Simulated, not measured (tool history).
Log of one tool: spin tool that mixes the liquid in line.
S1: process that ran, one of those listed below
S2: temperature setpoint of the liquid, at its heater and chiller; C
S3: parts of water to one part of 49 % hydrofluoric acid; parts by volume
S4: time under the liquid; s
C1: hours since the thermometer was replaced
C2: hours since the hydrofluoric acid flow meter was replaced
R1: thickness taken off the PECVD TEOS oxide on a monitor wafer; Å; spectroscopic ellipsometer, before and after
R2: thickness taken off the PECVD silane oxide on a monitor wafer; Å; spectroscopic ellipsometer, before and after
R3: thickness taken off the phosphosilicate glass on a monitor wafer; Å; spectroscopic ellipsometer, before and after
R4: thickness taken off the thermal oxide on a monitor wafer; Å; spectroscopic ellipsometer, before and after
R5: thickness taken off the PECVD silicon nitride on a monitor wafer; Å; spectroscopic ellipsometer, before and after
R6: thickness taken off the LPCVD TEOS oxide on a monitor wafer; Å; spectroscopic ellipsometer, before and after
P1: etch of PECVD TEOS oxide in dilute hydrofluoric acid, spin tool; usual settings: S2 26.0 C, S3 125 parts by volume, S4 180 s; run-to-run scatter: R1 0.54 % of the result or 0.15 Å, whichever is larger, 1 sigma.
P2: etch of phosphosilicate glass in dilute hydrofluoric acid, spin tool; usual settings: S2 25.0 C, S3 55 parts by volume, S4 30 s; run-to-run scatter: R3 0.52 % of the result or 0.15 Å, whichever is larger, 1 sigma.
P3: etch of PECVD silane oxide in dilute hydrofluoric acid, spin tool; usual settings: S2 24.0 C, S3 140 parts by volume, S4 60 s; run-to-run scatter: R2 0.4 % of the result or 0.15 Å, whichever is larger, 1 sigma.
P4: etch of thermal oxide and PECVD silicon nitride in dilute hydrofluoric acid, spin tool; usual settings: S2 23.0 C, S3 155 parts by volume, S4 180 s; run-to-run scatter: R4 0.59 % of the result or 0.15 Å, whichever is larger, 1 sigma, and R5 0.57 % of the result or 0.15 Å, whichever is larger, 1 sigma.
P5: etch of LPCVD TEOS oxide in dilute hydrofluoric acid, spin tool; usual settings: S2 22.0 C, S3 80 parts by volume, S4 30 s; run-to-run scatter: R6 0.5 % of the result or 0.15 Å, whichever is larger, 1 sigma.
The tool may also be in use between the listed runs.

run    day  S1    S2   S3   S4     C1     C2      R1      R2       R3       R4       R5       R6
  1  0.121  P1  26.0  125  180  324.9  483.0  283.05
  2  0.283  P3  24.0  140   60  328.8  486.9          62.398
  3  0.396  P2  25.0   55   50  331.5  489.6                  1446.70
  4  0.512  P1  26.0  125  180  334.3  492.4  283.15
  5  0.621  P1  26.0  185  180  336.9  495.0  175.66
  6  0.800  P1  26.0  125   75  341.2  499.3  117.36
  7  0.938  P4  23.0  155   40  344.5  502.6                            10.764   10.369
  8  1.038  P2  20.0   55   30  346.9  505.0                   696.93
  9  1.188  P5  22.0   80   30  350.5  508.6                                             170.660
 10  1.362  P5  22.0   30   30  354.7  512.8                                             480.330
 11  1.462  P1  26.0   60  180  357.1  515.2  635.80
 12  1.638  P1  26.0  125  265  361.3  519.4  416.44
 13  1.767  P1  26.0  125  180  364.4  522.5  281.05
 14  1.908  P3  24.0  140   60  367.8  525.9          62.990
 15  2.067  P1  26.0  125  180  371.6  529.7  279.85
 16  2.229  P1  31.0  125  180  375.5  533.6  341.65
 17  2.329  P2  25.0   55   30  377.9  536.0                   854.18
 18  2.417  P3  24.0  140   20  380.0  538.1          20.840
 19  2.517  P4  23.0  155  180  382.4  540.5                            48.168   45.229
 20  2.688  P4  23.0  155  180  386.5  544.6                            48.367   45.782
 21  2.796  P4  18.5  155  180  389.1  547.2                            40.405   33.524
 22  2.908  P3  24.0  250   60  391.8  549.9          31.296
 23  3.079  P1  26.0  125  180  395.9  554.0  282.09
 24  3.154  P5  22.0   80   15  397.7  555.8                                              85.267
 25  3.258  P3  29.5  140   60  400.2  558.3          76.787
 26  3.392  P1  26.0  125  180  403.4  561.5  280.41
 27  3.538  P2  25.0   35   30  406.9  565.0                  1385.50
 28  3.662  P1  20.5  125  180  409.9  568.0  227.06
     3.788  -- hydrofluoric acid flow meter replaced
 29  3.812  P4  23.0   35  180  413.5    0.7                           247.050  195.710
 30  3.962  P5  26.0   80   30  417.1    4.3                                             200.650
 31  4.046  P1  30.0  215  180  419.1    6.3  169.81
 32  4.225  P1  26.0  125  180  423.4   10.6  281.18
 33  4.383  P1  26.0  125  180  427.2   14.4  281.80
 34  4.550  P1  26.0  125  180  431.2   18.4  274.07
 35  4.646  P1  26.0  125  180  433.5   20.7  269.35

Forecast run 36:
 36  4.767  P1  26.0  125  180  436.4  23.6   ?

{"run 36": {"R1": 269.82}}
